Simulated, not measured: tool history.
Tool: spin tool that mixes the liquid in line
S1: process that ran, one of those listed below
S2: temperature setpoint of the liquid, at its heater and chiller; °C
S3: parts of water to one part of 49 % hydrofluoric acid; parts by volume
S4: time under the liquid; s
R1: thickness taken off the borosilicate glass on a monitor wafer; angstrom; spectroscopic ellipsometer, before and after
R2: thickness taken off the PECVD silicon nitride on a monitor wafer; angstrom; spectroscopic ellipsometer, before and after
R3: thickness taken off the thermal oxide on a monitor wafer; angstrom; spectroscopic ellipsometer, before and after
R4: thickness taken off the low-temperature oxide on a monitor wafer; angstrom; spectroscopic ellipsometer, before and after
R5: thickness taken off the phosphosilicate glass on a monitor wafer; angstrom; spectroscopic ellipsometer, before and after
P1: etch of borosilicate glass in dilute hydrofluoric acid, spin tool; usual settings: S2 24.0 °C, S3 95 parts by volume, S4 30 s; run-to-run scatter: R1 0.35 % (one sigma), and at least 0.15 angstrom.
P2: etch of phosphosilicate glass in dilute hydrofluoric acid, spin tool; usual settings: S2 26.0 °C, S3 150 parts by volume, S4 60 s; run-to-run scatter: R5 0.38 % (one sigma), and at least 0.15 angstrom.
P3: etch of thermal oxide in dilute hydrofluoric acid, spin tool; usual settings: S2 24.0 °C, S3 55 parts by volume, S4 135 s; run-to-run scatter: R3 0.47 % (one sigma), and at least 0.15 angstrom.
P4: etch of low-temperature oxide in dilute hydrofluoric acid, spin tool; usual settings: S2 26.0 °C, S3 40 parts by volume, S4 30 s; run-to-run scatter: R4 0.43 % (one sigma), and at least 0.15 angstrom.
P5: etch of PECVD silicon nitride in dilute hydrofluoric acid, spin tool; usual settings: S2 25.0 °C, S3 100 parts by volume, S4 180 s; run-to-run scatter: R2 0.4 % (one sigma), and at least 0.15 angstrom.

| run | day | S1 | S2 | S3 | S4 | R1 | R2 | R3 | R4 | R5 |
|---|---|---|---|---|---|---|---|---|---|---|
| 1 | 0.204 | P1 | 24.0 | 95 | 30 | 87.879 |  |  |  |  |
| 2 | 0.421 | P5 | 25.0 | 100 | 65 |  | 27.868 |  |  |  |
| 3 | 0.558 | P3 | 24.0 | 20 | 135 |  |  | 335.06 |  |  |
| 4 | 0.779 | P5 | 18.0 | 100 | 180 |  | 48.052 |  |  |  |
| 5 | 0.925 | P5 | 25.0 | 100 | 180 |  | 76.460 |  |  |  |
| 6 | 1.129 | P3 | 24.0 | 55 | 265 |  |  | 231.47 |  |  |
| 7 | 1.379 | P1 | 24.0 | 150 | 30 | 51.991 |  |  |  |  |
| 8 | 1.654 | P3 | 32.0 | 55 | 135 |  |  | 161.64 |  |  |
| 9 | 1.862 | P1 | 24.0 | 95 | 15 | 43.732 |  |  |  |  |
| 10 | 2.029 | P4 | 26.0 | 40 | 15 |  |  |  | 154.63 |  |
| 11 | 2.225 | P1 | 24.0 | 95 | 30 | 88.497 |  |  |  |  |
| 12 | 2.458 | P1 | 24.0 | 95 | 30 | 87.647 |  |  |  |  |
| 13 | 2.617 | P5 | 25.0 | 100 | 180 |  | 76.763 |  |  |  |
| 14 | 2.771 | P1 | 24.0 | 30 | 30 | 303.790 |  |  |  |  |
| 15 | 2.925 | P4 | 26.0 | 40 | 30 |  |  |  | 308.92 |  |
| 16 | 3.175 | P2 | 26.0 | 150 | 15 |  |  |  |  | 109.96 |
| 17 | 3.446 | P1 | 32.0 | 95 | 30 | 119.440 |  |  |  |  |
| 18 | 3.671 | P1 | 24.0 | 95 | 30 | 87.644 |  |  |  |  |
| 19 | 3.858 | P2 | 26.0 | 35 | 60 |  |  |  |  | 2193.00 |
| 20 | 4.129 | P1 | 24.0 | 95 | 30 | 87.688 |  |  |  |  |
| 21 | 4.400 | P1 | 17.0 | 95 | 30 | 65.645 |  |  |  |  |
| 22 | 4.600 | P1 | 31.5 | 35 | 30 | 349.240 |  |  |  |  |
| 23 | 4.788 | P4 | 20.0 | 40 | 30 |  |  |  | 241.08 |  |
| 24 | 4.946 | P2 | 18.5 | 150 | 60 |  |  |  |  | 329.62 |
| 25 | 5.154 | P5 | 25.0 | 175 | 180 |  | 43.825 |  |  |  |
| 26 | 5.425 | P4 | 26.0 | 40 | 30 |  |  |  | 310.05 |  |
| 27 | 5.558 | P2 | 26.0 | 150 | 60 |  |  |  |  | 437.78 |
| 28 | 5.717 | P3 | 24.0 | 55 | 135 |  |  | 117.32 |  |  |
| 29 | 5.892 | P1 | 24.0 | 95 | 50 | 146.080 |  |  |  |  |
| 30 | 6.062 | P1 | 24.0 | 95 | 30 | 88.337 |  |  |  |  |
| 31 | 6.217 | P1 | 31.5 | 30 | 30 | 412.650 |  |  |  |  |
| 32 | 6.408 | P1 | 24.0 | 95 | 30 | 88.501 |  |  |  |  |
| 33 | 6.662 | P4 | 26.0 | 70 | 30 |  |  |  | 169.17 |  |
| 34 | 6.900 | P1 | 24.0 | 95 | 30 | 88.032 |  |  |  |  |
| 35 | 7.112 | P1 | 24.0 | 95 | 30 | 90.489 |  |  |  |  |
| 36 | 7.267 | P1 | 24.0 | 95 | 30 | 90.889 |  |  |  |  |
| 37 | 7.421 | P1 | 24.0 | 95 | 30 | 91.761 |  |  |  |  |
| 38 | 7.662 | P1 | 24.0 | 95 | 30 | 92.155 |  |  |  |  |
| 39 | 7.908 | P1 | 24.0 | 95 | 30 | 92.446 |  |  |  |  |
| 40 | 8.200 | P1 | 24.0 | 95 | 30 | 93.403 |  |  |  |  |
| 41 | 8.383 | P1 | 24.0 | 95 | 30 | 93.502 |  |  |  |  |

Run 42 comes next. What will it give?
| 42 | 8.654 | P1 | 24.0 | 95 | 30 | ? |  |  |  |  |

{"run 42": {"R1": 93.235}}
